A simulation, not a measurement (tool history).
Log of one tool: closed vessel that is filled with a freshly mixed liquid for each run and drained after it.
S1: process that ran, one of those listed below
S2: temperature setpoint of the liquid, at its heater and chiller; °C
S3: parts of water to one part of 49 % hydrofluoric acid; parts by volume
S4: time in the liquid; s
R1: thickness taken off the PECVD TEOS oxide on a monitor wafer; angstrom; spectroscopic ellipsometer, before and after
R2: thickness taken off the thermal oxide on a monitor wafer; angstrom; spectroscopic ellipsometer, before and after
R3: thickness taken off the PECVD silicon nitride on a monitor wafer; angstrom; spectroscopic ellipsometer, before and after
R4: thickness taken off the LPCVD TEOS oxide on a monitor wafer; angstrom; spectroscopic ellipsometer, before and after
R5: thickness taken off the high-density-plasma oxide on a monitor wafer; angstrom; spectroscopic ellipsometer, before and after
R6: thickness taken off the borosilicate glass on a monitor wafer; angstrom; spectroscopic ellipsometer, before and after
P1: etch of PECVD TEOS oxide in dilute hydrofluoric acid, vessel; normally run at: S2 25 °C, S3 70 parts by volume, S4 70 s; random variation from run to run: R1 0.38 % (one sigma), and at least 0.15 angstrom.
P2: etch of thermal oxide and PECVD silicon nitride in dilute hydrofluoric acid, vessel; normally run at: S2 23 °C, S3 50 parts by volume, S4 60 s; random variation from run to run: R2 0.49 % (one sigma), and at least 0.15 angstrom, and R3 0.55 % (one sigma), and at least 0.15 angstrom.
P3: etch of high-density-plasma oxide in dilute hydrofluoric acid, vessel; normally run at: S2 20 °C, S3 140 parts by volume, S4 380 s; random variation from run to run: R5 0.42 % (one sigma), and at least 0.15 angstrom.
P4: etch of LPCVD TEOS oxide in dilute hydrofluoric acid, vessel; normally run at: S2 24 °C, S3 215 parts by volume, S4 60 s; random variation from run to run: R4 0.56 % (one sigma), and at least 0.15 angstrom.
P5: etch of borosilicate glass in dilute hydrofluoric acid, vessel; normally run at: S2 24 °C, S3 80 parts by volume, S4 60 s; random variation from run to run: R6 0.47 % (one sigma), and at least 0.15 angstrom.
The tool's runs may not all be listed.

Run 1, day 0.312: S1 P1, S2 25 °C, S3 70 parts by volume, S4 70 s. Result: R1 92.759 angstrom.
Run 2, day 0.638: S1 P2, S2 29.5 °C, S3 50 parts by volume, S4 60 s. Result: R2 77.209 angstrom, R3 63.378 angstrom.
Run 3, day 0.954: S1 P1, S2 19.5 °C, S3 70 parts by volume, S4 70 s. Result: R1 73.234 angstrom.
Run 4, day 1.421: S1 P2, S2 23 °C, S3 70 parts by volume, S4 60 s. Result: R2 41.09 angstrom, R3 29.157 angstrom.
Run 5, day 1.846: S1 P4, S2 17 °C, S3 215 parts by volume, S4 60 s. Result: R4 81.947 angstrom.
Run 6, day 2.15: S1 P2, S2 23 °C, S3 50 parts by volume, S4 60 s. Result: R2 59.368 angstrom, R3 40.431 angstrom.
Run 7, day 2.658: S1 P3, S2 20 °C, S3 140 parts by volume, S4 655 s. Result: R5 193.05 angstrom.
Run 8, day 3.158: S1 P5, S2 24 °C, S3 80 parts by volume, S4 115 s. Result: R6 675.17 angstrom.
Run 9, day 3.608: S1 P1, S2 25 °C, S3 70 parts by volume, S4 30 s. Result: R1 39.461 angstrom.
Run 10, day 4.05: S1 P1, S2 25 °C, S3 70 parts by volume, S4 130 s. Result: R1 170.84 angstrom.
Run 11, day 4.388: S1 P3, S2 20 °C, S3 140 parts by volume, S4 380 s. Result: R5 112.41 angstrom.
Run 12, day 4.762: S1 P2, S2 23 °C, S3 50 parts by volume, S4 110 s. Result: R2 108.38 angstrom, R3 74.672 angstrom.
Run 13, day 5.212: S1 P1, S2 25 °C, S3 70 parts by volume, S4 70 s. Result: R1 91.872 angstrom.
Run 14, day 5.558: S1 P1, S2 25 °C, S3 70 parts by volume, S4 70 s. Result: R1 92.391 angstrom.
Run 15, day 5.992: S1 P4, S2 24 °C, S3 215 parts by volume, S4 60 s. Result: R4 107.02 angstrom.
Run 16, day 6.358: S1 P5, S2 17 °C, S3 80 parts by volume, S4 60 s. Result: R6 265.56 angstrom.
Run 17, day 6.654: S1 P4, S2 24 °C, S3 215 parts by volume, S4 30 s. Result: R4 52.891 angstrom.
Run 18, day 6.988: S1 P1, S2 25 °C, S3 70 parts by volume, S4 70 s. Result: R1 91.826 angstrom.
Run 19, day 7.329: S1 P3, S2 20 °C, S3 140 parts by volume, S4 380 s. Result: R5 111.97 angstrom.
Run 20, day 7.596: S1 P1, S2 25 °C, S3 100 parts by volume, S4 70 s. Result: R1 62.349 angstrom.
Run 21, day 7.821: S1 P5, S2 24 °C, S3 120 parts by volume, S4 60 s. Result: R6 227.18 angstrom.
Run 22, day 8.167: S1 P2, S2 23 °C, S3 50 parts by volume, S4 60 s. Result: R2 59.602 angstrom, R3 40.821 angstrom.
Run 23, day 8.592: S1 P5, S2 24 °C, S3 80 parts by volume, S4 60 s. Result: R6 353.38 angstrom.
Run 24, day 8.912: S1 P1, S2 25 °C, S3 40 parts by volume, S4 70 s. Result: R1 167.77 angstrom.
Run 25, day 9.221: S1 P3, S2 20 °C, S3 40 parts by volume, S4 380 s. Result: R5 438.42 angstrom.
Run 26, day 9.5: S1 P1, S2 25 °C, S3 70 parts by volume, S4 70 s. Result: R1 92.714 angstrom.
Run 27, day 9.771: S1 P4, S2 24 °C, S3 390 parts by volume, S4 60 s. Result: R4 49.417 angstrom.
Run 28, day 10.288: S1 P1, S2 25 °C, S3 115 parts by volume, S4 30 s. Result: R1 22.909 angstrom.
Run 29, day 10.75: S1 P1, S2 30 °C, S3 70 parts by volume, S4 70 s. Result: R1 111.48 angstrom.

Run 30 comes next. What will it give?
Run 30, day 11.188: S1 P3, S2 25.5 °C, S3 140 parts by volume, S4 380 s. Result: R5 ?.

Run 30 gave R5 139.52 angstrom.

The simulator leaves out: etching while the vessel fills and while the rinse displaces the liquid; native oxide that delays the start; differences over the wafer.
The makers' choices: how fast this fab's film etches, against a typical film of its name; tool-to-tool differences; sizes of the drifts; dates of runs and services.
